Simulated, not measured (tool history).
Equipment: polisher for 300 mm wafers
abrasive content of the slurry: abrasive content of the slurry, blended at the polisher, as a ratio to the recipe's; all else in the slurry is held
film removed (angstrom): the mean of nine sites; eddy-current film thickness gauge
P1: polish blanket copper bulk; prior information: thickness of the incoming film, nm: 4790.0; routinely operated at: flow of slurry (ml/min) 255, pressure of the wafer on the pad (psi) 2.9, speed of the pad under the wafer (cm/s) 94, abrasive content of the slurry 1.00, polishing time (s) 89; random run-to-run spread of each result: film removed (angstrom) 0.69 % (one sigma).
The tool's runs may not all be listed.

run   hour  flow of slurry (ml/min)  pressure of the wafer on the pad (psi)  speed of the pad under the wafer (cm/s)  abrasive content of the slurry  polishing time (s)  film removed (angstrom)
  1    4.7                      255                                     2.9                                       94                            1.00                  89                   6671.4
  2   12.2                      255                                     1.5                                       94                            1.00                  89                   3426.4
  3   16.9                      355                                     2.9                                       94                            1.00                  89                   6773.8
  4   22.7                      255                                     2.9                                      144                            1.00                  89                  10147.0
  5   28.0                      255                                     2.9                                      116                            1.35                  89                   8755.1
  6   34.4                      255                                     2.9                                       42                            1.00                  89                   2958.1
      37.7  -- slurry nozzle cleaned
  7   37.8                      255                                     2.9                                       94                            1.00                 136                  10110.0
  8   45.1                      255                                     2.9                                       94                            1.00                  89                   6610.2
  9   48.6                      255                                     2.9                                       94                            1.00                  43                   3231.5
 10   56.0                      255                                     2.9                                       94                            0.60                  89                   5976.2
 11   60.1                      255                                     2.9                                       94                            1.00                  89                   6661.3
 12   63.5                      155                                     2.9                                       94                            1.00                  89                   6170.5
      67.4  -- head pressure recalibrated
 13   67.7                      255                                     2.9                                       94                            1.45                  89                   7220.5
 14   72.8                      255                                     2.9                                       94                            1.00                  89                   6612.1
 15   77.9                      255                                     2.9                                       94                            1.00                  89                   6617.4
 16   84.7                      255                                     4.2                                       94                            1.00                  89                   9653.5
 17   92.0                      255                                     2.9                                       94                            1.00                  89                   6619.3
 18   96.3                      255                                     2.9                                       94                            1.00                  89                   6548.3
 19  103.8                      255                                     2.9                                       94                            1.00                  89                   6419.2
 20  110.5                      255                                     2.9                                       94                            1.00                  89                   6291.9
 21  118.0                      255                                     2.9                                       94                            1.00                  89                   6290.5
 22  123.1                      255                                     2.9                                       94                            1.00                  89                   6322.2
 23  129.4                      255                                     2.9                                       94                            1.00                  89                   6298.9
     133.7  -- head pressure recalibrated
     135.3  -- worn pad replaced by a new one
 24  135.7                      255                                     2.9                                       94                            1.00                  89                   6189.1
 25  139.9                      255                                     2.9                                       94                            1.00                  89                   6120.6
 26  144.7                      255                                     2.9                                       94                            1.00                  89                   6190.4
 27  150.6                      255                                     2.9                                       94                            1.00                  89                   6210.9

P1 has crept away from where it was. The log is fitted equally well by each of these 2 causes, at the sizes shown:
A: slurry flow missing at the pad, % = 38.8
B: abrasive missing from the slurry, % = 26.7
The drift started at roughly hour 92.0.
All other causes, with the reason each is excluded:
removal rate lost through wear of the pad, %: serviced at hour 135.3, after the change had begun; the process did not return to its earlier output
head's pressure below its setpoint, %: serviced at hour 133.7, after the change had begun; the process did not return to its earlier output

4 check runs are offered, each on 2 wafers whose results are averaged, their results left as question marks. Which one tells the causes apart?
check 1  156.5                      255                                     2.9                                       94                            1.20                  89                        ?
check 2  156.5                      255                                     2.3                                       94                            1.00                  89                        ?
check 3  156.5                      255                                     2.9                                      144                            1.00                  89                        ?
check 4  156.5                      160                                     2.9                                       94                            1.00                  89                        ?

Predicted outcomes, by check and by cause:
  check                   result    if A    if B
check 1  film removed (angstrom)  6467.6  6458.2
check 2  film removed (angstrom)  4930.9  4930.8
check 3  film removed (angstrom)  9524.2  9524.1
check 4  film removed (angstrom)  5646.4  5848.0
Separation of the two closest causes in each check, using whichever result separates them best: check 1 0.15 %; check 2 0 %; check 3 0 %; check 4 3.51 %
Of the check runs offered, only check 4 discriminates between the causes; the rest would read about the same regardless of which cause applies.

With check 4 done, the readings were: film removed (angstrom) 5837.3. Identify which of the listed causes applies.

It is B: abrasive missing from the slurry, %.
